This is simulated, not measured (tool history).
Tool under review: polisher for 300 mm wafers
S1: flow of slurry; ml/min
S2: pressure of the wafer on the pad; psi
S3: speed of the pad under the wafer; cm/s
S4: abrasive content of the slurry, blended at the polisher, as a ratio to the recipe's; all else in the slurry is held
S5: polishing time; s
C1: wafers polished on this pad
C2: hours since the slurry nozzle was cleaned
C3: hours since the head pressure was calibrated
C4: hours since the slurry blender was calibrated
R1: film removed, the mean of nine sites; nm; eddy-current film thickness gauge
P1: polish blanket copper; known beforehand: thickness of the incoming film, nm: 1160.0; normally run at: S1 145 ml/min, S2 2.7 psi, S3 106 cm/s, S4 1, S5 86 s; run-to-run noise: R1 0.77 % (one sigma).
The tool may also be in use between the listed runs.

Run 1, day 0.492: S1 145 ml/min, S2 2.7 psi, S3 106 cm/s, S4 1, S5 86 s; C1 1143; C2 219.5; C3 119; C4 29. Result: R1 228.73 nm.
Run 2, day 0.979: S1 145 ml/min, S2 4.1 psi, S3 106 cm/s, S4 1, S5 86 s; C1 1210; C2 231.2; C3 130.7; C4 40.7. Result: R1 347.04 nm.
Run 3, day 1.588: S1 145 ml/min, S2 2.7 psi, S3 106 cm/s, S4 1, S5 86 s; C1 1293; C2 245.8; C3 145.3; C4 55.3. Result: R1 227.98 nm.
Run 4, day 1.958: S1 145 ml/min, S2 3.6 psi, S3 106 cm/s, S4 1, S5 128 s; C1 1343; C2 254.7; C3 154.2; C4 64.2. Result: R1 454.22 nm.
Run 5, day 2.508: S1 145 ml/min, S2 1.3 psi, S3 106 cm/s, S4 1, S5 86 s; C1 1418; C2 267.9; C3 167.4; C4 77.4. Result: R1 109.62 nm.
Run 6, day 3.075: S1 85 ml/min, S2 2.7 psi, S3 106 cm/s, S4 1, S5 86 s; C1 1496; C2 281.5; C3 181; C4 91. Result: R1 201.5 nm.
Run 7, day 3.742: S1 145 ml/min, S2 2.7 psi, S3 166 cm/s, S4 1, S5 86 s; C1 1586; C2 297.5; C3 197; C4 107. Result: R1 349.8 nm.
Run 8, day 4.392: S1 145 ml/min, S2 2.7 psi, S3 106 cm/s, S4 1.5, S5 86 s; C1 1675; C2 313.1; C3 212.6; C4 122.6. Result: R1 245.43 nm.
Run 9, day 4.85: S1 145 ml/min, S2 2.7 psi, S3 106 cm/s, S4 1, S5 50 s; C1 1738; C2 324.1; C3 223.6; C4 133.6. Result: R1 133.89 nm.
Run 10, day 5.392: S1 145 ml/min, S2 2.7 psi, S3 76 cm/s, S4 1, S5 86 s; C1 1811; C2 337.1; C3 236.6; C4 146.6. Result: R1 162.18 nm.
Run 11, day 6.196: S1 145 ml/min, S2 2.7 psi, S3 106 cm/s, S4 1, S5 86 s; C1 1921; C2 356.4; C3 255.9; C4 165.9. Result: R1 225.93 nm.
Run 12, day 6.654: S1 185 ml/min, S2 2.7 psi, S3 106 cm/s, S4 1, S5 86 s; C1 1983; C2 367.4; C3 266.9; C4 176.9. Result: R1 235.36 nm.
Run 13, day 7.417: S1 145 ml/min, S2 2.7 psi, S3 106 cm/s, S4 1, S5 86 s; C1 2087; C2 385.7; C3 285.2; C4 195.2. Result: R1 226.85 nm.
Run 14, day 8.092: S1 145 ml/min, S2 2.7 psi, S3 106 cm/s, S4 1, S5 86 s; C1 2179; C2 401.9; C3 301.4; C4 211.4. Result: R1 228.19 nm.
Run 15, day 8.742: S1 145 ml/min, S2 2.7 psi, S3 106 cm/s, S4 1, S5 86 s; C1 2268; C2 417.5; C3 317; C4 227. Result: R1 227.61 nm.
Run 16, day 9.238: S1 145 ml/min, S2 3.3 psi, S3 106 cm/s, S4 1, S5 44 s; C1 2336; C2 429.4; C3 328.9; C4 238.9. Result: R1 142.09 nm.

What does the tool deliver on the next run?
Run 17, day 9.812: S1 145 ml/min, S2 2.7 psi, S3 106 cm/s, S4 0.6, S5 86 s; C1 2414; C2 443.2; C3 342.7; C4 252.7. Result: R1 ?.

For run 17 the tool returned R1 206.15 nm.
